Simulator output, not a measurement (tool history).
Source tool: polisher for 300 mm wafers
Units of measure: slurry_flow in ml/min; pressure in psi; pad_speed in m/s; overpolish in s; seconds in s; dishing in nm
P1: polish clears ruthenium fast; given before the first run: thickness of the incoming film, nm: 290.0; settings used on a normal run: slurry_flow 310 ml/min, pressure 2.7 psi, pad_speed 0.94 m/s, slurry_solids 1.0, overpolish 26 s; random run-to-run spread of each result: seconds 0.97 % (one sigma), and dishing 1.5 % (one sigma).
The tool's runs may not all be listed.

run,hour,slurry_flow,pressure,pad_speed,slurry_solids,overpolish,seconds,dishing
1,5.1,310,2.7,0.94,1.0,26,75.010,25.263
2,10.7,310,2.7,0.94,1.0,26,75.114,26.506
3,14.6,310,2.7,0.94,1.0,26,74.925,25.960
4,17.5,310,2.7,0.94,1.0,26,75.644,25.838
5,22.4,310,2.7,0.94,1.0,38,74.906,26.260
6,28.0,310,2.7,0.94,1.3,26,66.618,25.601
7,33.2,310,3.7,0.94,1.0,26,54.164,26.503
8,36.2,475,2.7,0.94,1.0,26,72.860,25.595
9,39.3,310,2.7,0.94,1.0,26,74.632,25.475
10,44.9,310,2.7,0.94,1.0,8,74.154,17.226
11,49.9,185,2.7,0.94,1.0,26,79.144,25.624
12,54.5,310,2.7,0.94,1.0,26,73.549,26.268

Run 13 is up next; what results do you expect?
13,58.1,310,2.7,0.94,0.5,26,?,?

seconds: 107.800 s
dishing: 23.989 nm

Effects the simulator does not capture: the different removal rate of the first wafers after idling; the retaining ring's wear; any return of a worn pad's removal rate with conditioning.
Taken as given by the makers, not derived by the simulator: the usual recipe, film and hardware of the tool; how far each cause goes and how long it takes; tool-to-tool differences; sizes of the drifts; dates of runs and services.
